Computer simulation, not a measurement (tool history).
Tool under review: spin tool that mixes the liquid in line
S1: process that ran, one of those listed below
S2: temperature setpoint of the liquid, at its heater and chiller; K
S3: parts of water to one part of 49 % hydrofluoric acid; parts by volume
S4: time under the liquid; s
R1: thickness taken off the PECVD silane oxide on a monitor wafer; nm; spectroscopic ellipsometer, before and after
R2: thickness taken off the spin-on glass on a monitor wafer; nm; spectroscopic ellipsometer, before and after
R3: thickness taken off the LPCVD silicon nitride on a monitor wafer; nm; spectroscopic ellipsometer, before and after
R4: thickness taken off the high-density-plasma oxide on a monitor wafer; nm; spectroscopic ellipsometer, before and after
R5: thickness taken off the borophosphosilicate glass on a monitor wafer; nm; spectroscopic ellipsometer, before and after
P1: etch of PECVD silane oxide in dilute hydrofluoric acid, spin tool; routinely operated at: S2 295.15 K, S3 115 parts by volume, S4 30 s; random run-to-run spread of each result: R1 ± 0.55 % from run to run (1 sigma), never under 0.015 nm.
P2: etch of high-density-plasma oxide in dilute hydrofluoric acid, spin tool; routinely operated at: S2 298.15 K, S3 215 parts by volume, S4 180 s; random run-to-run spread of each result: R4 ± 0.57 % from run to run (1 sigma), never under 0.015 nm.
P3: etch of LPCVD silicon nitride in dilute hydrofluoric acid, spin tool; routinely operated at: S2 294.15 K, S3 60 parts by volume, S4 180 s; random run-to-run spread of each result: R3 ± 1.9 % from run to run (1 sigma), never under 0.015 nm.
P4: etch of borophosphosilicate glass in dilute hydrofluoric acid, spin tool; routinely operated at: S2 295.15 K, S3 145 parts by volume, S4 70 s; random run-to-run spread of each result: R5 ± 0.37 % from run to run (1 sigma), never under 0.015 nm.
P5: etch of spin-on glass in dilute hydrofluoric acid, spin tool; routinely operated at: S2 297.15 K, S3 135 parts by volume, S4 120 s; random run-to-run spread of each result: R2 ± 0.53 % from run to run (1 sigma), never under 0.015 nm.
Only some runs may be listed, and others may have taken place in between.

run   hour  S1      S2   S3   S4      R1      R2       R3      R4      R5
  1    9.4  P1  295.15  115   30  5.6077
  2   23.2  P1  290.15  115   30  4.5723
  3   36.2  P5  297.15  135   45           12.78
  4   54.1  P1  295.15   70   30  9.6855
  5   68.5  P3  298.15   60  180                   1.6521
  6   86.4  P2  303.15  215  180                           5.8598
  7  104.7  P1  295.15  115   30  5.6028
  8  116.2  P3  294.15  105  180                  0.73759
  9  129.6  P5  291.15  135  120          26.945
 10  140.2  P5  297.15   35  120          149.39
 11    153  P2  298.15  105  180                           11.363
 12  161.6  P4  295.15  145   70                                   19.595
 13  170.6  P2  298.15  215  180                           4.8972
     175.8  -- thermometer replaced
 14  189.2  P3  294.15   60   75                  0.52407
 15  207.1  P1  298.65  115   60  12.828
 16  216.7  P5  297.15  135  120          34.198
 17  227.4  P2  298.15  215   15                           0.3997
 18  242.9  P1  300.15  115   30  6.8798
 19  251.5  P1  295.15  115   30  5.6077
 20  263.4  P3  294.15   60  180                   1.2614
 21  272.6  P4  295.15  145   70                                   19.542
 22  291.1  P4  295.15  215   70                                    12.27
 23    303  P1  295.15  205   30  2.8465
 24  317.6  P1  295.15  115   30  5.6395
 25  328.4  P1  295.15  115   15  2.7967
 26  345.4  P1  295.15  115   30  5.6479
 27  356.5  P1  290.15  115   55  8.4047
 28  369.4  P4  300.15  145   70                                   23.631
 29    383  P1  295.15  115   30  5.6284
 30  393.4  P2  298.15  215  180                           4.9053
 31  412.3  P4  295.15  145   15                                   4.1429
 32  422.1  P1  295.15  115   50  9.3712
 33  432.8  P1  290.15   70   30  7.9478
 34  442.7  P1  295.15  115   30  5.6349
 35  454.4  P1  295.15  115   30  5.7631
 36  466.2  P1  295.15  115   30  6.0275
 37  480.2  P1  295.15  115   30  6.1124
 38    493  P1  295.15  115   30  6.0975
 39    504  P1  295.15  115   30  6.1784
 40  522.4  P1  295.15  115   30  6.1348
 41  532.7  P1  295.15  115   30  6.2125

Something has made what P1 gives creep away from where it was; the 2 causes below, each at its own stated size, fit the log equally well:
A: liquid hotter than its thermometer reads (K) = 2.43
B: hydrofluoric acid flow above the setpoint (%) = 8.86
Creep in the process output first set in at about hour 442.7.

The list below offers 4 check runs, each averaging the results of 5 wafers, and shows each result as a question mark. For which of them would the listed causes give clearly different results?
check 1   543  P2  298.15  130   20               ?
check 2   543  P3  294.15  100  180           ?
check 3   543  P4  295.15  145   15                   ?
check 4   543  P5  291.65  135  120       ?

Outcome of each check run for each possible cause:
  check  result     if A     if B
check 1      R4   1.0907   1.0968
check 2      R3  0.89129  0.82327
check 3      R5   4.6041   4.6225
check 4      R2    30.17   30.121
Smallest distance between any two causes, each pair judged by its most separating result, in per cent: check 1 0.55 %; check 2 7.94 %; check 3 0.4 %; check 4 0.16 %
Only check 2 tells the causes apart: in the others they would give nearly the same result.

After running check 2, the following was obtained: R3 0.88381 nm. Which cause does this point to?

The cause is A: liquid hotter than its thermometer reads (K).
